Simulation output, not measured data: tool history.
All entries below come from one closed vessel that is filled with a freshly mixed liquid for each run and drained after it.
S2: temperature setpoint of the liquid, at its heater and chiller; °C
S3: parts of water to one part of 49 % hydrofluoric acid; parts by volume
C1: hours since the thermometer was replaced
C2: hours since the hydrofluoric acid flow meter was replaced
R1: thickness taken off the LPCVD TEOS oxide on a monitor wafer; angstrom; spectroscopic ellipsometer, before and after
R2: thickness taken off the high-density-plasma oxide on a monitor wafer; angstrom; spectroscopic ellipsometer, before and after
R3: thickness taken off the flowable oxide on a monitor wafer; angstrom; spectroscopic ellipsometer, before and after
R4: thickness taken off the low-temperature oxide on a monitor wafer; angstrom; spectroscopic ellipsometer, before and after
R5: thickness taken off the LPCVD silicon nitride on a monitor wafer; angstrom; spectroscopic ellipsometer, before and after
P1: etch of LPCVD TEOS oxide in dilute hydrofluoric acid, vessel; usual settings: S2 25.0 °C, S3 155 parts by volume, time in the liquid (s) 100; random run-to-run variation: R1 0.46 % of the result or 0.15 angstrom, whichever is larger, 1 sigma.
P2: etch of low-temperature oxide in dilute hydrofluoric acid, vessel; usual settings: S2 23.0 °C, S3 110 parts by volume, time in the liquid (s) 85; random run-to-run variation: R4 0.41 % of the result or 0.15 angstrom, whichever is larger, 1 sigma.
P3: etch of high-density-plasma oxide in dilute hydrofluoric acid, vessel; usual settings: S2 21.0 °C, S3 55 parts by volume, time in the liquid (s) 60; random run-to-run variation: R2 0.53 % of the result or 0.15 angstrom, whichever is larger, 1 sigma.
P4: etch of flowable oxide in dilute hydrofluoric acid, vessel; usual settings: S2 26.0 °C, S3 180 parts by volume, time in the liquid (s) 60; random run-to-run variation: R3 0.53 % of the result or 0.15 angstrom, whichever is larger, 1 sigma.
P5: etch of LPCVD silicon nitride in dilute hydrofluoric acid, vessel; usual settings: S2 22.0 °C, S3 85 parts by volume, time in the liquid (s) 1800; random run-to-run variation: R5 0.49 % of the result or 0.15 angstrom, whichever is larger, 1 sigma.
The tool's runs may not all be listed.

Run 1, day 0.350: process that ran P1, S2 25.0 °C, S3 155 parts by volume, time in the liquid (s) 100; C1 806.2; C2 1090.5. Result: R1 356.75 angstrom.
Run 2, day 0.871: process that ran P3, S2 21.0 °C, S3 55 parts by volume, time in the liquid (s) 30; C1 818.7; C2 1103.0. Result: R2 37.849 angstrom.
Run 3, day 1.225: process that ran P1, S2 25.0 °C, S3 155 parts by volume, time in the liquid (s) 100; C1 827.2; C2 1111.5. Result: R1 356.03 angstrom.
Run 4, day 1.629: process that ran P1, S2 20.0 °C, S3 155 parts by volume, time in the liquid (s) 100; C1 836.9; C2 1121.2. Result: R1 291.55 angstrom.
Run 5, day 1.938: process that ran P4, S2 26.0 °C, S3 330 parts by volume, time in the liquid (s) 60; C1 844.3; C2 1128.6. Result: R3 56.685 angstrom.
Run 6, day 2.450: process that ran P4, S2 26.0 °C, S3 180 parts by volume, time in the liquid (s) 60; C1 856.6; C2 1140.9. Result: R3 122.120 angstrom.
Run 7, day 2.725: process that ran P2, S2 23.0 °C, S3 45 parts by volume, time in the liquid (s) 85; C1 863.2; C2 1147.5. Result: R4 208.530 angstrom.
Run 8, day 3.004: process that ran P1, S2 25.0 °C, S3 155 parts by volume, time in the liquid (s) 30; C1 869.9; C2 1154.2. Result: R1 106.60 angstrom.
Run 9, day 3.546: process that ran P1, S2 25.0 °C, S3 155 parts by volume, time in the liquid (s) 195; C1 882.9; C2 1167.2. Result: R1 687.98 angstrom.
Run 10, day 3.988: process that ran P3, S2 21.0 °C, S3 55 parts by volume, time in the liquid (s) 60; C1 893.5; C2 1177.8. Result: R2 74.829 angstrom.
Run 11, day 4.262: process that ran P5, S2 22.0 °C, S3 85 parts by volume, time in the liquid (s) 615; C1 900.1; C2 1184.4. Result: R5 32.868 angstrom.
Run 12, day 4.692: process that ran P2, S2 31.0 °C, S3 110 parts by volume, time in the liquid (s) 85; C1 910.4; C2 1194.7. Result: R4 106.660 angstrom.
Run 13, day 5.221: process that ran P1, S2 30.5 °C, S3 155 parts by volume, time in the liquid (s) 100; C1 923.1; C2 1207.4. Result: R1 434.19 angstrom.
Run 14, day 5.662: process that ran P3, S2 21.0 °C, S3 30 parts by volume, time in the liquid (s) 60; C1 933.7; C2 1218.0. Result: R2 140.500 angstrom.
Run 15, day 5.938: process that ran P4, S2 26.0 °C, S3 180 parts by volume, time in the liquid (s) 60; C1 940.3; C2 1224.6. Result: R3 121.530 angstrom.
Run 16, day 6.462: process that ran P2, S2 23.0 °C, S3 110 parts by volume, time in the liquid (s) 85; C1 952.9; C2 1237.2. Result: R4 78.786 angstrom.
Run 17, day 6.988: process that ran P5, S2 22.0 °C, S3 85 parts by volume, time in the liquid (s) 1800; C1 965.5; C2 1249.8. Result: R5 95.765 angstrom.
Run 18, day 7.238: process that ran P1, S2 18.5 °C, S3 155 parts by volume, time in the liquid (s) 150; C1 971.5; C2 1255.8. Result: R1 409.74 angstrom.
Run 19, day 7.808: process that ran P1, S2 25.0 °C, S3 225 parts by volume, time in the liquid (s) 100; C1 985.2; C2 1269.5. Result: R1 224.05 angstrom.
Run 20, day 8.071: process that ran P1, S2 20.0 °C, S3 75 parts by volume, time in the liquid (s) 100; C1 991.5; C2 1275.8. Result: R1 659.46 angstrom.
Run 21, day 8.554: process that ran P1, S2 25.0 °C, S3 155 parts by volume, time in the liquid (s) 100; C1 1003.1; C2 1287.4. Result: R1 353.21 angstrom.
Run 22, day 8.850: process that ran P1, S2 25.0 °C, S3 155 parts by volume, time in the liquid (s) 100; C1 1010.2; C2 1294.5. Result: R1 355.35 angstrom.
Run 23, day 9.125: process that ran P3, S2 21.0 °C, S3 55 parts by volume, time in the liquid (s) 60; C1 1016.8; C2 1301.1. Result: R2 75.949 angstrom.
Run 24, day 9.379: process that ran P1, S2 25.0 °C, S3 80 parts by volume, time in the liquid (s) 100; C1 1022.9; C2 1307.2. Result: R1 750.99 angstrom.
Run 25, day 9.846: process that ran P2, S2 23.0 °C, S3 110 parts by volume, time in the liquid (s) 155; C1 1034.1; C2 1318.4. Result: R4 142.150 angstrom.
Run 26, day 10.092: process that ran P4, S2 26.0 °C, S3 180 parts by volume, time in the liquid (s) 30; C1 1040.0; C2 1324.3. Result: R3 60.723 angstrom.
Run 27, day 10.442: process that ran P3, S2 17.0 °C, S3 55 parts by volume, time in the liquid (s) 60; C1 1048.4; C2 1332.7. Result: R2 63.389 angstrom.
Run 28, day 10.721: process that ran P2, S2 23.0 °C, S3 110 parts by volume, time in the liquid (s) 85; C1 1055.1; C2 1339.4. Result: R4 78.973 angstrom.
Run 29, day 11.112: process that ran P4, S2 19.0 °C, S3 180 parts by volume, time in the liquid (s) 60; C1 1064.5; C2 1348.8. Result: R3 91.834 angstrom.
Run 30, day 11.542: process that ran P1, S2 25.0 °C, S3 155 parts by volume, time in the liquid (s) 100; C1 1074.8; C2 1359.1. Result: R1 355.20 angstrom.
Run 31, day 11.912: process that ran P5, S2 30.0 °C, S3 85 parts by volume, time in the liquid (s) 1800; C1 1083.7; C2 1368.0. Result: R5 160.080 angstrom.
Run 32, day 12.417: process that ran P1, S2 29.5 °C, S3 155 parts by volume, time in the liquid (s) 50; C1 1095.8; C2 1380.1. Result: R1 210.07 angstrom.
Run 33, day 12.762: process that ran P5, S2 22.0 °C, S3 140 parts by volume, time in the liquid (s) 1800; C1 1104.1; C2 1388.4. Result: R5 58.196 angstrom.
Run 34, day 13.088: process that ran P1, S2 25.0 °C, S3 155 parts by volume, time in the liquid (s) 100; C1 1111.9; C2 1396.2. Result: R1 357.11 angstrom.
Run 35, day 13.625: process that ran P1, S2 25.0 °C, S3 155 parts by volume, time in the liquid (s) 100; C1 1124.8; C2 1409.1. Result: R1 344.86 angstrom.
Run 36, day 14.133: process that ran P1, S2 25.0 °C, S3 155 parts by volume, time in the liquid (s) 100; C1 1137.0; C2 1421.3. Result: R1 343.04 angstrom.
Run 37, day 14.583: process that ran P1, S2 25.0 °C, S3 155 parts by volume, time in the liquid (s) 100; C1 1147.8; C2 1432.1. Result: R1 338.33 angstrom.
Run 38, day 14.942: process that ran P1, S2 25.0 °C, S3 155 parts by volume, time in the liquid (s) 100; C1 1156.4; C2 1440.7. Result: R1 333.25 angstrom.
Run 39, day 15.367: process that ran P1, S2 25.0 °C, S3 155 parts by volume, time in the liquid (s) 100; C1 1166.6; C2 1450.9. Result: R1 334.44 angstrom.
Run 40, day 15.854: process that ran P1, S2 25.0 °C, S3 155 parts by volume, time in the liquid (s) 100; C1 1178.3; C2 1462.6. Result: R1 337.12 angstrom.
Run 41, day 16.379: process that ran P1, S2 25.0 °C, S3 155 parts by volume, time in the liquid (s) 100; C1 1190.9; C2 1475.2. Result: R1 335.65 angstrom.

What P1 gives has crept away from where it was. These 2 causes fit the log equally well, each at the size given:
A: liquid colder than its thermometer reads (K) = 1.55
B: hydrofluoric acid flow below the setpoint (%) = 4.85
At approximately day 13.088, the process output began to creep.

Listed below are the offered check runs, one wafer per run, with question marks in place of results. For which of them would the causes give clearly different outcomes?
Run check 1, day 16.904: process that ran P3, S2 21.0 °C, S3 55 parts by volume, time in the liquid (s) 60. Result: R2 ?.
Run check 2, day 16.904: process that ran P4, S2 26.0 °C, S3 180 parts by volume, time in the liquid (s) 60. Result: R3 ?.
Run check 3, day 16.904: process that ran P5, S2 22.0 °C, S3 85 parts by volume, time in the liquid (s) 1800. Result: R5 ?.
Run check 4, day 16.904: process that ran P2, S2 23.0 °C, S3 110 parts by volume, time in the liquid (s) 85. Result: R4 ?.

What every check run would give for each of its results, assuming each possible cause in turn:
  check  result     if A     if B
check 1      R2   70.131   71.007
check 2      R3  114.600  114.270
check 3      R5   86.301   91.306
check 4      R4   73.915   74.332
Per-check spread between the two closest causes, in the result where they differ most: check 1 1.24 %; check 2 0.29 %; check 3 5.64 %; check 4 0.56 %
Check 3 tells the causes apart: in the others they would give nearly the same result.

Then check 3 was run and gave: R5 85.723 angstrom. Which cause is it?

Of the candidate causes, it is A: liquid colder than its thermometer reads (K).
